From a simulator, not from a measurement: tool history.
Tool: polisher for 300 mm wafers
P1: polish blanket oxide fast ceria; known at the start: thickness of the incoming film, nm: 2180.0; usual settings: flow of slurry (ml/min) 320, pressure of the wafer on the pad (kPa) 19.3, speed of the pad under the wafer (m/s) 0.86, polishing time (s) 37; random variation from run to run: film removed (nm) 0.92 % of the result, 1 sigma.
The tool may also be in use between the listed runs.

run   hour  flow of slurry (ml/min)  pressure of the wafer on the pad (kPa)  speed of the pad under the wafer (m/s)  polishing time (s)  wafers polished on this pad  hours since the slurry nozzle was cleaned  hours since the head pressure was calibrated  film removed (nm)
  1    3.6                      320                                    19.3                                    0.86                  37                          318                                      273.6                                         401.9             528.71
  2   10.5                      320                                    19.3                                    0.86                  37                          367                                      280.5                                         408.8             531.14
  3     14                      320                                    19.3                                    0.86                  17                          391                                        284                                         412.3             242.67
  4   21.1                      320                                       9                                    0.86                  37                          441                                      291.1                                         419.4             242.85
  5   27.4                      320                                    19.3                                    0.86                  54                          486                                      297.4                                         425.7             780.25
  6   33.7                      320                                    19.3                                    0.86                  37                          530                                      303.7                                           432              528.7
      37.1  -- head pressure recalibrated
  7   38.8                      320                                    28.3                                    1.14                  37                          566                                      308.8                                           1.8             1037.8
  8   43.1                      210                                    19.3                                    0.86                  52                          597                                      313.1                                           6.1             718.65
  9   47.9                      320                                    19.3                                    0.38                  37                          630                                      317.9                                          10.9             238.45
 10   54.4                      320                                      31                                    0.86                  37                          676                                      324.4                                          17.4             847.52
 11   59.6                      190                                    19.3                                    0.86                  37                          713                                      329.6                                          22.6             499.46
 12   63.9                      320                                    24.8                                    0.48                  37                          743                                      333.9                                          26.9             386.93
 13   68.4                      320                                    19.3                                    0.86                  37                          775                                      338.4                                          31.4             531.47
 14   76.2                      320                                    19.3                                    0.86                  37                          830                                      346.2                                          39.2             534.35
 15   81.1                      320                                    19.3                                    1.22                  37                          865                                      351.1                                          44.1             757.21
 16   85.2                      320                                    19.3                                    0.86                  37                          894                                      355.2                                          48.2             527.44
 17     90                      435                                    19.3                                    0.86                  37                          927                                        360                                            53             539.99
 18     94                      320                                    19.3                                    0.86                  37                          956                                        364                                            57             532.21
 19  101.9                      320                                    19.3                                    0.86                  37                         1011                                      371.9                                          64.9             519.19
 20  109.9                      320                                    19.3                                    0.86                  37                         1068                                      379.9                                          72.9             519.38
 21  115.8                      320                                    19.3                                    0.86                  37                         1109                                      385.8                                          78.8             518.32
 22  120.9                      320                                    19.3                                    0.86                  37                         1145                                      390.9                                          83.9             508.22
 23  125.2                      320                                    19.3                                    0.86                  37                         1176                                      395.2                                          88.2             516.49
     127.8  -- worn pad replaced by a new one
 24  128.8                      320                                    19.3                                    0.86                  37                            7                                      398.8                                          91.8              503.2
 25  135.9                      320                                    19.3                                    0.86                  37                           57                                      405.9                                          98.9             512.88
 26  141.6                      320                                    19.3                                    0.86                  37                           97                                      411.6                                         104.6             505.62
 27  145.6                      320                                    19.3                                    0.86                  37                          125                                      415.6                                         108.6              512.4
 28  152.6                      320                                    19.3                                    0.86                  37                          175                                      422.6                                         115.6             522.47
 29  159.1                      320                                    19.3                                    0.86                  37                          220                                      429.1                                         122.1             511.41

What P1 gives has crept away from where it was. These 2 causes fit the log equally well, each at the size given:
A: slurry flow missing at the pad, % = 35.7
B: head's pressure below its setpoint, % = 4.49
The creep began at about hour 94.
Why every other cause is out:
removal rate lost through wear of the pad, %: serviced at hour 127.8, which brought nothing back

4 check runs are offered, each on 5 wafers whose results are averaged, their results left as question marks. Which one tells the causes apart?
check 1  165.6                      320                                    19.3                                     0.4                  37                                                                                                                                        ?
check 2  165.6                      190                                     9.7                                    0.86                  37                                                                                                                                        ?
check 3  165.6                      385                                    19.3                                    0.86                  18                                                                                                                                        ?
check 4  165.6                      320                                      29                                     1.2                  37                                                                                                                                        ?

What each check would give under each cause:
  check             result    if A    if B
check 1  film removed (nm)  237.34  237.34
check 2  film removed (nm)  234.25  241.14
check 3  film removed (nm)  253.67  251.78
check 4  film removed (nm)  1068.1    1068
How far apart the two closest causes lie, in the result that separates them most: check 1 0 %; check 2 2.9 %; check 3 0.75 %; check 4 0 %
Only check 2 tells the causes apart: in the others they would give nearly the same result.

Check 2 was then run and gave: film removed (nm) 240.37. Which cause is it?

It is B: head's pressure below its setpoint, %.
